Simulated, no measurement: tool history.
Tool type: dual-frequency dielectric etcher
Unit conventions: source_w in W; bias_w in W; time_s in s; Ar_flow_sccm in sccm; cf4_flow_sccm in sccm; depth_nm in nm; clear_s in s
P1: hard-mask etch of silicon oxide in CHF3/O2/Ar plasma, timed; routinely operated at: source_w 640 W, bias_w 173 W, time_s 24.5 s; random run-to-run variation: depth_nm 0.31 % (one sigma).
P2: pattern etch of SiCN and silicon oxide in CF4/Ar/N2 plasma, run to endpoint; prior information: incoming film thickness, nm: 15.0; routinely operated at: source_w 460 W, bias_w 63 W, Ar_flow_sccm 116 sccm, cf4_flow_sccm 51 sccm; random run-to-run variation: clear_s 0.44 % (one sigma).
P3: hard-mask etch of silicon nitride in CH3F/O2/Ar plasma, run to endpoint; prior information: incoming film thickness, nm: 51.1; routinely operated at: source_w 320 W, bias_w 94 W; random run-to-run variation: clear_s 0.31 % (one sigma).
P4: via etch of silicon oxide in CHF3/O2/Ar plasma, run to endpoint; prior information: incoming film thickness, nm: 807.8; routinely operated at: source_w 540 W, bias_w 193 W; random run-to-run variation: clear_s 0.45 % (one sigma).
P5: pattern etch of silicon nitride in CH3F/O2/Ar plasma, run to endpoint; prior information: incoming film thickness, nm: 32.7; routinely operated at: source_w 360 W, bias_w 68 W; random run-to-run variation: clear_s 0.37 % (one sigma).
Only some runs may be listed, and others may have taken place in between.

| run | hour | process | source_w | bias_w | time_s | Ar_flow_sccm | cf4_flow_sccm | depth_nm | clear_s |
|---|---|---|---|---|---|---|---|---|---|
| 1 | 13.4 | P1 | 640 | 173 | 24.5 |  |  | 49.703 |  |
| 2 | 21.7 | P1 | 640 | 173 | 35.5 |  |  | 71.835 |  |
| 3 | 40.1 | P4 | 540 | 250 |  |  |  |  | 361.500 |
| 4 | 55.6 | P1 | 640 | 173 | 24.5 |  |  | 49.968 |  |
| 5 | 69.6 | P1 | 640 | 226 | 24.5 |  |  | 54.572 |  |
| 6 | 85.6 | P2 | 640 | 63 |  | 116 | 51 |  | 14.496 |
| 7 | 96.1 | P1 | 460 | 173 | 24.5 |  |  | 43.889 |  |
| 8 | 108.2 | P3 | 320 | 94 |  |  |  |  | 74.897 |
| 9 | 116.7 | P1 | 390 | 209 | 24.5 |  |  | 43.757 |  |
| 10 | 131.0 | P5 | 360 | 68 |  |  |  |  | 50.720 |
| 11 | 143.1 | P4 | 540 | 193 |  |  |  |  | 395.380 |
| 12 | 158.1 | P1 | 640 | 173 | 24.5 |  |  | 49.359 |  |
| 13 | 169.2 | P1 | 640 | 136 | 24.5 |  |  | 45.810 |  |
| 14 | 179.5 | P1 | 640 | 173 | 13.5 |  |  | 27.476 |  |
| 15 | 195.6 | P1 | 890 | 173 | 24.5 |  |  | 56.044 |  |
|  | 200.8 | source power generator calibrated |
| 16 | 204.9 | P1 | 640 | 173 | 24.5 |  |  | 49.718 |  |
| 17 | 214.3 | P1 | 640 | 173 | 24.5 |  |  | 49.650 |  |
| 18 | 226.0 | P3 | 320 | 94 |  |  |  |  | 74.537 |
| 19 | 236.4 | P5 | 450 | 68 |  |  |  |  | 46.247 |
| 20 | 254.9 | P2 | 460 | 36 |  | 116 | 51 |  | 23.381 |
| 21 | 271.5 | P3 | 250 | 94 |  |  |  |  | 81.903 |
| 22 | 279.7 | P2 | 460 | 63 |  | 116 | 72 |  | 18.345 |
| 23 | 293.7 | P5 | 360 | 68 |  |  |  |  | 50.663 |
| 24 | 304.7 | P5 | 360 | 48 |  |  |  |  | 56.681 |
| 25 | 318.2 | P3 | 320 | 55 |  |  |  |  | 90.307 |
| 26 | 330.4 | P2 | 460 | 63 |  | 116 | 51 |  | 19.360 |
| 27 | 346.5 | P2 | 460 | 63 |  | 149 | 51 |  | 20.111 |
| 28 | 360.5 | P1 | 640 | 228 | 14.0 |  |  | 31.014 |  |
| 29 | 373.6 | P4 | 320 | 193 |  |  |  |  | 482.410 |
| 30 | 383.9 | P1 | 640 | 173 | 24.5 |  |  | 49.865 |  |

What does the tool deliver on the next run?
| 31 | 392.3 | P1 | 640 | 173 | 24.5 |  |  | ? |  |

Run 31 yielded depth_nm 49.991 nm.

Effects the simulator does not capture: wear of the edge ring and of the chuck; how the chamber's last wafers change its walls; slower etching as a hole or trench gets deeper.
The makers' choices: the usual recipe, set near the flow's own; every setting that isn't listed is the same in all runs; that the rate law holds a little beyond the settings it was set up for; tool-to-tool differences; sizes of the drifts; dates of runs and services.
